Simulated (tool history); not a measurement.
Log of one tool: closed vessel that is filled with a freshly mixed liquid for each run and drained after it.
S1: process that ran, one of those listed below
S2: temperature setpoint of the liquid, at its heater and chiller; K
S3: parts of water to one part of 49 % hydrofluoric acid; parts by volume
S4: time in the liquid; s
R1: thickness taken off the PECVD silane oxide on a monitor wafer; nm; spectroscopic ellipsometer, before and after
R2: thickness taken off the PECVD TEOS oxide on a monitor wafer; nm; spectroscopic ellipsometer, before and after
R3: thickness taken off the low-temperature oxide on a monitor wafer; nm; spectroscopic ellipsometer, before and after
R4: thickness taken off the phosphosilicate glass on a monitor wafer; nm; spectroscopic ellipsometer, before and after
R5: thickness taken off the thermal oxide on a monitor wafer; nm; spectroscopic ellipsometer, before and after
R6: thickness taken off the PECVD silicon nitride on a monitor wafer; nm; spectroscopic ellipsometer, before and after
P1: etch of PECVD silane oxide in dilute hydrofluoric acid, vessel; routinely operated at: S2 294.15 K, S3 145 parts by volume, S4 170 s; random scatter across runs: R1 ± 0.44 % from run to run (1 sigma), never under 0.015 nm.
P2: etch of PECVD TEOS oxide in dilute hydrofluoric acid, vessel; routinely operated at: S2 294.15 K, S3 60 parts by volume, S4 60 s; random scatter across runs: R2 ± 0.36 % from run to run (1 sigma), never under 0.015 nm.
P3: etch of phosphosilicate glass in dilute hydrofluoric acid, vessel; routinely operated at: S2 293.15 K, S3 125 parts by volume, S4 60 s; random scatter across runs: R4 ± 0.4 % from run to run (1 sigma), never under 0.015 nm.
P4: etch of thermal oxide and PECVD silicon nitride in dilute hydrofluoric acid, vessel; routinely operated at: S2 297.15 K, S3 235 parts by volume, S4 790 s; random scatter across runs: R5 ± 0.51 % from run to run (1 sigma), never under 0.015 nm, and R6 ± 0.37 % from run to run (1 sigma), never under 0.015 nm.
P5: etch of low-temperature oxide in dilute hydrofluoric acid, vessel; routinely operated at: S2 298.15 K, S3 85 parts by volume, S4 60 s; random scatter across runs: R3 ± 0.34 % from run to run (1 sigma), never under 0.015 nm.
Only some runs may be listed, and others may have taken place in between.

Run 1, hour 4: S1 P1, S2 294.15 K, S3 145 parts by volume, S4 170 s. Result: R1 49.604 nm.
Run 2, hour 10.4: S1 P2, S2 301.15 K, S3 60 parts by volume, S4 60 s. Result: R2 30.323 nm.
Run 3, hour 15.8: S1 P1, S2 294.15 K, S3 80 parts by volume, S4 170 s. Result: R1 96.025 nm.
Run 4, hour 24.1: S1 P5, S2 298.15 K, S3 85 parts by volume, S4 30 s. Result: R3 4.0135 nm.
Run 5, hour 30.1: S1 P3, S2 290.15 K, S3 125 parts by volume, S4 60 s. Result: R4 69.438 nm.
Run 6, hour 36.3: S1 P1, S2 290.15 K, S3 145 parts by volume, S4 170 s. Result: R1 42.451 nm.
Run 7, hour 42.8: S1 P4, S2 297.15 K, S3 235 parts by volume, S4 790 s. Result: R5 13.895 nm, R6 13.022 nm.
Run 8, hour 50.9: S1 P1, S2 294.15 K, S3 145 parts by volume, S4 170 s. Result: R1 49.851 nm.
Run 9, hour 58.3: S1 P1, S2 294.15 K, S3 145 parts by volume, S4 170 s. Result: R1 49.878 nm.
Run 10, hour 66.1: S1 P5, S2 298.15 K, S3 20 parts by volume, S4 60 s. Result: R3 37.28 nm.
Run 11, hour 70.1: S1 P5, S2 298.15 K, S3 85 parts by volume, S4 60 s. Result: R3 8.0352 nm.
Run 12, hour 75.3: S1 P1, S2 294.15 K, S3 145 parts by volume, S4 170 s. Result: R1 49.563 nm.
Run 13, hour 79.5: S1 P1, S2 294.15 K, S3 145 parts by volume, S4 170 s. Result: R1 49.75 nm.
Run 14, hour 84.6: S1 P4, S2 297.15 K, S3 370 parts by volume, S4 790 s. Result: R5 7.7129 nm, R6 8.3198 nm.
Run 15, hour 90.4: S1 P3, S2 293.15 K, S3 175 parts by volume, S4 60 s. Result: R4 53.681 nm.
Run 16, hour 95.5: S1 P1, S2 294.15 K, S3 145 parts by volume, S4 170 s. Result: R1 50.114 nm.
Run 17, hour 104.2: S1 P3, S2 293.15 K, S3 125 parts by volume, S4 105 s. Result: R4 137.82 nm.
Run 18, hour 109.8: S1 P1, S2 294.15 K, S3 145 parts by volume, S4 90 s. Result: R1 26.539 nm.
Run 19, hour 115.9: S1 P2, S2 294.15 K, S3 60 parts by volume, S4 30 s. Result: R2 11.485 nm.
Run 20, hour 121: S1 P3, S2 293.15 K, S3 125 parts by volume, S4 60 s. Result: R4 78.688 nm.
Run 21, hour 125.4: S1 P1, S2 294.15 K, S3 235 parts by volume, S4 170 s. Result: R1 28.117 nm.
Run 22, hour 130.8: S1 P4, S2 297.15 K, S3 235 parts by volume, S4 1445 s. Result: R5 25.453 nm, R6 23.884 nm.
Run 23, hour 138: S1 P2, S2 294.15 K, S3 60 parts by volume, S4 60 s. Result: R2 22.81 nm.
Run 24, hour 145.6: S1 P4, S2 297.15 K, S3 235 parts by volume, S4 790 s. Result: R5 13.982 nm, R6 13.065 nm.
Run 25, hour 153.9: S1 P1, S2 300.15 K, S3 145 parts by volume, S4 60 s. Result: R1 22.186 nm.
Run 26, hour 162.1: S1 P1, S2 294.15 K, S3 145 parts by volume, S4 170 s. Result: R1 50.155 nm.
Run 27, hour 169.9: S1 P1, S2 294.15 K, S3 145 parts by volume, S4 285 s. Result: R1 83.482 nm.
Run 28, hour 173.9: S1 P4, S2 290.15 K, S3 235 parts by volume, S4 790 s. Result: R5 10.716 nm, R6 8.2683 nm.
Run 29, hour 182.2: S1 P5, S2 298.15 K, S3 85 parts by volume, S4 60 s. Result: R3 7.9759 nm.
Run 30, hour 190.3: S1 P2, S2 294.15 K, S3 25 parts by volume, S4 60 s. Result: R2 57.298 nm.
Run 31, hour 194.7: S1 P5, S2 291.65 K, S3 85 parts by volume, S4 60 s. Result: R3 6.1657 nm.
Run 32, hour 201.4: S1 P1, S2 300.65 K, S3 145 parts by volume, S4 170 s. Result: R1 63.294 nm.
Run 33, hour 205.7: S1 P1, S2 294.15 K, S3 145 parts by volume, S4 170 s. Result: R1 49.829 nm.
Run 34, hour 210.9: S1 P1, S2 294.15 K, S3 145 parts by volume, S4 170 s. Result: R1 50.428 nm.
Run 35, hour 216.9: S1 P1, S2 294.15 K, S3 145 parts by volume, S4 170 s. Result: R1 51.011 nm.
Run 36, hour 225.4: S1 P1, S2 294.15 K, S3 145 parts by volume, S4 170 s. Result: R1 51.444 nm.
Run 37, hour 233.6: S1 P1, S2 294.15 K, S3 145 parts by volume, S4 170 s. Result: R1 51.956 nm.

Run 38 is up next; what results do you expect?
Run 38, hour 239.1: S1 P1, S2 294.15 K, S3 145 parts by volume, S4 170 s. Result: R1 ?.

R1: 52.4 nm

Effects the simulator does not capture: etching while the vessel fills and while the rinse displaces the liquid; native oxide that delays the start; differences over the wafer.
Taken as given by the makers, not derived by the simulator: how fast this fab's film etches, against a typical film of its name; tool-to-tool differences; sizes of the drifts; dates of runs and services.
